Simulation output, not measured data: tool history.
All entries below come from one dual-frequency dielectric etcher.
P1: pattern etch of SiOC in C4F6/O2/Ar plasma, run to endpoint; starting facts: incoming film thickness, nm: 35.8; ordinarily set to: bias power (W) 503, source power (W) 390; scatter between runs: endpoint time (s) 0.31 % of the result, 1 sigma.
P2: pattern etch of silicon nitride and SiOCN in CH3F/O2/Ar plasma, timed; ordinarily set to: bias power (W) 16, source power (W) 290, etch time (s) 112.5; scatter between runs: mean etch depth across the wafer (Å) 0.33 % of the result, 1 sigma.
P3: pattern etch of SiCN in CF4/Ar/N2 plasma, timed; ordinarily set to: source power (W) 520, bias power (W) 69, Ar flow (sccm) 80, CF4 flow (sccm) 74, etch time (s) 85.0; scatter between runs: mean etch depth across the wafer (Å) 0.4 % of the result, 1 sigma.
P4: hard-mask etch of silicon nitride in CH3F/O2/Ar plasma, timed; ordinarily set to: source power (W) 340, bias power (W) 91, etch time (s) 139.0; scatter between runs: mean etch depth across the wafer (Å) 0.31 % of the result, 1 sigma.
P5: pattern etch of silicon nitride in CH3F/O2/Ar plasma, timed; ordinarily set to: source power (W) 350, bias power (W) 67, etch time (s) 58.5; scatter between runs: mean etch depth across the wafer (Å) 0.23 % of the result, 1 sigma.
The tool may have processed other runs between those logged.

run,day,process that ran,bias power (W),source power (W),Ar flow (sccm),CF4 flow (sccm),etch time (s),hours since the last wet clean,hours since the last bias power generator calibration,hours since the last source power generator calibration,endpoint time (s),mean etch depth across the wafer (Å)
1,0.671,P1,503,390,,,,304.4,2521.7,536.2,11.808,
2,1.133,P3,69,700,80,74,85.0,315.5,2532.8,547.3,,1092.800
3,1.571,P4,91,450,,,139.0,326.0,2543.3,557.8,,1096.300
4,2.071,P4,74,340,,,139.0,338.0,2555.3,569.8,,923.190
5,2.646,P2,9,290,,,112.5,351.8,2569.1,583.6,,89.691
6,3.133,P2,16,290,,,112.5,363.5,2580.8,595.3,,112.210
7,3.804,P1,390,510,,,,379.6,2596.9,611.4,11.767,
8,4.433,P4,91,340,,,139.0,394.7,2612.0,626.5,,992.200
9,4.838,P4,91,340,,,76.5,404.4,2621.7,636.2,,546.460
10,5.538,P5,67,350,,,58.5,421.2,2638.5,653.0,,390.940
11,6.217,P1,503,520,,,,437.5,2654.8,669.3,10.582,
12,6.917,P1,503,390,,,,454.3,2671.6,686.1,11.873,
13,7.588,P5,67,350,,,34.5,470.4,2687.7,702.2,,230.400
14,8.171,P3,69,520,80,74,85.0,484.4,2701.7,716.2,,839.770
15,8.667,P3,69,520,62,74,85.0,496.3,2713.6,728.1,,868.860
16,9.333,P3,91,520,80,74,85.0,512.3,2729.6,744.1,,919.780
17,9.762,P1,503,250,,,,522.6,2739.9,754.4,13.936,
18,10.546,P1,503,390,,,,541.4,2758.7,773.2,11.900,
19,10.904,P4,91,340,,,139.0,550.0,2767.3,781.8,,993.860
20,11.429,P5,67,230,,,58.5,562.6,2779.9,794.4,,334.150
21,12.046,P3,69,520,80,51,85.0,577.4,2794.7,809.2,,793.540
22,12.496,P5,67,350,,,58.5,588.2,2805.5,820.0,,391.890
23,13.171,P1,699,390,,,,604.4,2821.7,836.2,10.390,
24,13.529,P3,69,520,80,74,85.0,613.0,2830.3,844.8,,845.210
25,14.004,P2,16,190,,,112.5,624.4,2841.7,856.2,,96.915
26,14.396,P3,69,520,80,74,117.5,633.8,2851.1,865.6,,1161.900
27,14.925,P5,80,350,,,58.5,646.5,2863.8,878.3,,417.940
28,15.721,P1,503,390,,,,665.6,2882.9,897.4,11.778,
29,16.238,P1,503,390,,,,678.0,2895.3,909.8,11.866,
30,16.908,P1,332,390,,,,694.1,2911.4,925.9,13.832,
31,17.654,P2,16,290,,,160.5,712.0,2929.3,943.8,,160.220
32,18.117,P1,503,390,,,,723.1,2940.4,954.9,11.811,
33,18.850,P1,503,390,,,,740.7,2958.0,972.5,11.944,
34,19.354,P1,503,390,,,,752.8,2970.1,984.6,11.949,
35,19.762,P1,503,390,,,,762.6,2979.9,994.4,11.995,
36,20.375,P1,503,390,,,,777.3,2994.6,1009.1,12.025,
# day 20.962: wet clean of the chamber
37,21.108,P1,503,390,,,,3.6,3012.2,1026.7,11.950,
38,21.775,P1,503,390,,,,19.6,3028.2,1042.7,12.011,

Expected results for the next run?
39,22.462,P1,503,390,,,,36.1,3044.7,1059.2,?,

{"run 39": {"endpoint time (s)": 12.005}}

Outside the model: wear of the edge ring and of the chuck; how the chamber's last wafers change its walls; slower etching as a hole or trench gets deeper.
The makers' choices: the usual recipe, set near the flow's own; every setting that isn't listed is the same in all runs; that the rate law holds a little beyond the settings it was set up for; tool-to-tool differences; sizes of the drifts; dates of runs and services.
